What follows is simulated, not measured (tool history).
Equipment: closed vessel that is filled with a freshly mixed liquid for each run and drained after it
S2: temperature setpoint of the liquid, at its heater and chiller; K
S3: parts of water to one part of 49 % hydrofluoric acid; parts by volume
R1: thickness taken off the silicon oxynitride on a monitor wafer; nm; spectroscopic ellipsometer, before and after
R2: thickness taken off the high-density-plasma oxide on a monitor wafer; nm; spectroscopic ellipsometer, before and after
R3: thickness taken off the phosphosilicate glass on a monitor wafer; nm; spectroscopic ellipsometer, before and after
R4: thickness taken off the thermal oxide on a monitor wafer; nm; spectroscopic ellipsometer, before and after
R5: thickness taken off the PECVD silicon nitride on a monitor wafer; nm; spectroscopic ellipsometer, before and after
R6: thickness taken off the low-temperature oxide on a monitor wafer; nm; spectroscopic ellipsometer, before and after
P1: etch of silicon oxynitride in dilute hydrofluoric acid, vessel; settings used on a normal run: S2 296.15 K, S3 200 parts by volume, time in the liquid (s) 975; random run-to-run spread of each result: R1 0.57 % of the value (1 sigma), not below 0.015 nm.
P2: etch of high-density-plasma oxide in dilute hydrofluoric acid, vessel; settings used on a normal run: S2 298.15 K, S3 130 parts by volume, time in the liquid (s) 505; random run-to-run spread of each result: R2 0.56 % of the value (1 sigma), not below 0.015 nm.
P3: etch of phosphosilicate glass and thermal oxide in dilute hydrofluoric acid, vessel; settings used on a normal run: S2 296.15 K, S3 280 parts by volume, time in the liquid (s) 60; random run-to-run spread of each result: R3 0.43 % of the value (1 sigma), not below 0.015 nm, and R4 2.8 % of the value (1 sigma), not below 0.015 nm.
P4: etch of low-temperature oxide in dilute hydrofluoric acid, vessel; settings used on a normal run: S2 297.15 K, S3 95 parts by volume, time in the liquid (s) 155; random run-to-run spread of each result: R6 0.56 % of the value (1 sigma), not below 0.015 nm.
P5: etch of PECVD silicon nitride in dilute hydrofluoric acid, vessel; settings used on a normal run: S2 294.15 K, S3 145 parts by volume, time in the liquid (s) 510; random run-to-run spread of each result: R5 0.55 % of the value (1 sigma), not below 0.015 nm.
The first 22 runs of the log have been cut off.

Run 23, day 9.162: process that ran P3, S2 296.15 K, S3 280 parts by volume, time in the liquid (s) 60. Result: R3 16.557 nm, R4 0.79549 nm.
Run 24, day 9.604: process that ran P1, S2 302.15 K, S3 85 parts by volume, time in the liquid (s) 975. Result: R1 20.5290 nm.
Run 25, day 9.950: process that ran P4, S2 297.15 K, S3 95 parts by volume, time in the liquid (s) 80. Result: R6 14.495 nm.
Run 26, day 10.242: process that ran P4, S2 297.15 K, S3 160 parts by volume, time in the liquid (s) 155. Result: R6 15.184 nm.
Run 27, day 10.783: process that ran P1, S2 296.15 K, S3 340 parts by volume, time in the liquid (s) 975. Result: R1 3.2394 nm.
Run 28, day 11.146: process that ran P5, S2 294.15 K, S3 245 parts by volume, time in the liquid (s) 510. Result: R5 8.1344 nm.
Run 29, day 11.662: process that ran P1, S2 296.15 K, S3 200 parts by volume, time in the liquid (s) 975. Result: R1 6.0086 nm.
Run 30, day 12.054: process that ran P4, S2 301.65 K, S3 95 parts by volume, time in the liquid (s) 155. Result: R6 33.132 nm.
Run 31, day 12.600: process that ran P2, S2 298.15 K, S3 130 parts by volume, time in the liquid (s) 505. Result: R2 21.362 nm.
Run 32, day 12.938: process that ran P1, S2 296.15 K, S3 200 parts by volume, time in the liquid (s) 510. Result: R1 3.1795 nm.
Run 33, day 13.417: process that ran P5, S2 299.15 K, S3 145 parts by volume, time in the liquid (s) 510. Result: R5 18.6920 nm.
Run 34, day 13.729: process that ran P1, S2 296.15 K, S3 200 parts by volume, time in the liquid (s) 975. Result: R1 6.0329 nm.
Run 35, day 14.000: process that ran P1, S2 296.15 K, S3 200 parts by volume, time in the liquid (s) 975. Result: R1 6.1071 nm.
Run 36, day 14.521: process that ran P1, S2 296.15 K, S3 200 parts by volume, time in the liquid (s) 975. Result: R1 6.1847 nm.
Run 37, day 15.054: process that ran P1, S2 296.15 K, S3 200 parts by volume, time in the liquid (s) 975. Result: R1 6.3529 nm.
Run 38, day 15.621: process that ran P1, S2 296.15 K, S3 200 parts by volume, time in the liquid (s) 975. Result: R1 6.4026 nm.
Run 39, day 15.975: process that ran P1, S2 296.15 K, S3 200 parts by volume, time in the liquid (s) 975. Result: R1 6.3936 nm.
Run 40, day 16.454: process that ran P1, S2 296.15 K, S3 200 parts by volume, time in the liquid (s) 975. Result: R1 6.4398 nm.
Run 41, day 16.712: process that ran P1, S2 296.15 K, S3 200 parts by volume, time in the liquid (s) 975. Result: R1 6.4955 nm.
Run 42, day 16.983: process that ran P1, S2 296.15 K, S3 200 parts by volume, time in the liquid (s) 975. Result: R1 6.4418 nm.

Estimate the outcome of run 43 from the log above:
Run 43, day 17.346: process that ran P1, S2 296.15 K, S3 200 parts by volume, time in the liquid (s) 975. Result: R1 ?.

R1: 6.4698 nm
